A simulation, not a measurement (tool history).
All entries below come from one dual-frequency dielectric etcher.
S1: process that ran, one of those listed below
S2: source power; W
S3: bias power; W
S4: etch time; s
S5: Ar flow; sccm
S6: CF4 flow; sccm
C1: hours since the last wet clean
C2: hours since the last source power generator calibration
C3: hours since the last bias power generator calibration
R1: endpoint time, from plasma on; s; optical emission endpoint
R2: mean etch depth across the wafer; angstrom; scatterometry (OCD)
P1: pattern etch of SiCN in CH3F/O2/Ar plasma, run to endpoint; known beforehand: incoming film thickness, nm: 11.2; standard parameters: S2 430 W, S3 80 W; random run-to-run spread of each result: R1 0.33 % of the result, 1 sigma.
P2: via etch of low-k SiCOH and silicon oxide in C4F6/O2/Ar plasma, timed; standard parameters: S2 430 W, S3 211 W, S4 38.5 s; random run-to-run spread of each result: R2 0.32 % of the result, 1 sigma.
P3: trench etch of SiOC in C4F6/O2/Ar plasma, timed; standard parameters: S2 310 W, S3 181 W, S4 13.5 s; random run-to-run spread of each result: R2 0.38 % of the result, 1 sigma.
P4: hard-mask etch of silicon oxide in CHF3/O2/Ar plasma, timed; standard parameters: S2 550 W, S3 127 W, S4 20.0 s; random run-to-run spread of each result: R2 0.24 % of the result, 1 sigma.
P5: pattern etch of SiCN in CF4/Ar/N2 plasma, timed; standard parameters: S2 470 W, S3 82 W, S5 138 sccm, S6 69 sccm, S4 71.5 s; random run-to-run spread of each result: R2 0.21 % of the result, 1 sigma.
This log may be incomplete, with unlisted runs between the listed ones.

Run 1, hour 15.3: S1 P1, S2 430 W, S3 80 W; C1 115.7; C2 599.2; C3 270.2. Result: R1 28.409 s.
Run 2, hour 29.9: S1 P4, S2 730 W, S3 127 W, S4 20.0 s; C1 130.3; C2 613.8; C3 284.8. Result: R2 379.44 angstrom.
Run 3, hour 42.5: S1 P1, S2 430 W, S3 80 W; C1 142.9; C2 626.4; C3 297.4. Result: R1 28.413 s.
Run 4, hour 55.6: S1 P2, S2 300 W, S3 211 W, S4 38.5 s; C1 156.0; C2 639.5; C3 310.5. Result: R2 928.05 angstrom.
Run 5, hour 72.9: S1 P1, S2 430 W, S3 80 W; C1 173.3; C2 656.8; C3 327.8. Result: R1 28.350 s.
Run 6, hour 84.4: S1 P1, S2 430 W, S3 50 W; C1 184.8; C2 668.3; C3 339.3. Result: R1 33.313 s.
Run 7, hour 101.3: S1 P5, S2 610 W, S3 82 W, S4 71.5 s, S5 138 sccm, S6 69 sccm; C1 201.7; C2 685.2; C3 356.2. Result: R2 807.29 angstrom.
Run 8, hour 112.9: S1 P1, S2 610 W, S3 80 W; C1 213.3; C2 696.8; C3 367.8. Result: R1 24.861 s.
Run 9, hour 121.9: S1 P5, S2 470 W, S3 82 W, S4 71.5 s, S5 138 sccm, S6 69 sccm; C1 222.3; C2 705.8; C3 376.8. Result: R2 640.11 angstrom.
Run 10, hour 133.4: S1 P3, S2 310 W, S3 181 W, S4 13.5 s; C1 233.8; C2 717.3; C3 388.3. Result: R2 258.65 angstrom.
Run 11, hour 143.3: S1 P1, S2 280 W, S3 58 W; C1 243.7; C2 727.2; C3 398.2. Result: R1 37.537 s.
Run 12, hour 156.3: S1 P1, S2 430 W, S3 96 W; C1 256.7; C2 740.2; C3 411.2. Result: R1 26.504 s.
Run 13, hour 170.0: S1 P3, S2 310 W, S3 181 W, S4 13.5 s; C1 270.4; C2 753.9; C3 424.9. Result: R2 256.92 angstrom.
Run 14, hour 181.0: S1 P4, S2 550 W, S3 127 W, S4 11.0 s; C1 281.4; C2 764.9; C3 435.9. Result: R2 187.42 angstrom.
Run 15, hour 193.9: S1 P2, S2 430 W, S3 130 W, S4 38.5 s; C1 294.3; C2 777.8; C3 448.8. Result: R2 917.52 angstrom.
Run 16, hour 207.4: S1 P5, S2 470 W, S3 82 W, S4 71.5 s, S5 138 sccm, S6 42 sccm; C1 307.8; C2 791.3; C3 462.3. Result: R2 594.70 angstrom.
Run 17, hour 218.5: S1 P1, S2 300 W, S3 80 W; C1 318.9; C2 802.4; C3 473.4. Result: R1 32.330 s.
Run 18, hour 226.4: S1 P5, S2 470 W, S3 82 W, S4 71.5 s, S5 166 sccm, S6 69 sccm; C1 326.8; C2 810.3; C3 481.3. Result: R2 624.44 angstrom.
Run 19, hour 242.2: S1 P5, S2 470 W, S3 82 W, S4 51.0 s, S5 138 sccm, S6 69 sccm; C1 342.6; C2 826.1; C3 497.1. Result: R2 459.27 angstrom.
Run 20, hour 253.7: S1 P1, S2 430 W, S3 80 W; C1 354.1; C2 837.6; C3 508.6. Result: R1 28.553 s.
Run 21, hour 262.2: S1 P3, S2 410 W, S3 181 W, S4 13.5 s; C1 362.6; C2 846.1; C3 517.1. Result: R2 287.99 angstrom.
Run 22, hour 270.2: S1 P2, S2 430 W, S3 211 W, S4 38.5 s; C1 370.6; C2 854.1; C3 525.1. Result: R2 1067.30 angstrom.
Run 23, hour 279.7: S1 P3, S2 310 W, S3 223 W, S4 13.5 s; C1 380.1; C2 863.6; C3 534.6. Result: R2 275.48 angstrom.
Run 24, hour 291.5: S1 P1, S2 430 W, S3 80 W; C1 391.9; C2 875.4; C3 546.4. Result: R1 28.400 s.
Run 25, hour 306.2: S1 P2, S2 430 W, S3 211 W, S4 38.5 s; C1 406.6; C2 890.1; C3 561.1. Result: R2 1075.20 angstrom.
Run 26, hour 322.1: S1 P5, S2 470 W, S3 57 W, S4 71.5 s, S5 138 sccm, S6 69 sccm; C1 422.5; C2 906.0; C3 577.0. Result: R2 564.78 angstrom.
Run 27, hour 333.2: S1 P4, S2 550 W, S3 127 W, S4 20.0 s; C1 433.6; C2 917.1; C3 588.1. Result: R2 339.37 angstrom.
Run 28, hour 341.3: S1 P4, S2 550 W, S3 162 W, S4 20.0 s; C1 441.7; C2 925.2; C3 596.2. Result: R2 366.16 angstrom.
Run 29, hour 357.0: S1 P3, S2 310 W, S3 181 W, S4 18.5 s; C1 457.4; C2 940.9; C3 611.9. Result: R2 352.10 angstrom.
Run 30, hour 372.0: S1 P2, S2 430 W, S3 211 W, S4 58.0 s; C1 472.4; C2 955.9; C3 626.9. Result: R2 1600.10 angstrom.
Run 31, hour 389.0: S1 P4, S2 550 W, S3 127 W, S4 20.0 s; C1 489.4; C2 972.9; C3 643.9. Result: R2 340.40 angstrom.

The next listed run, before its measurement:
Run 32, hour 406.7: S1 P1, S2 430 W, S3 80 W; C1 507.1; C2 990.6; C3 661.6. Result: R1 ?.

Run 32 gave R1 28.679 s.
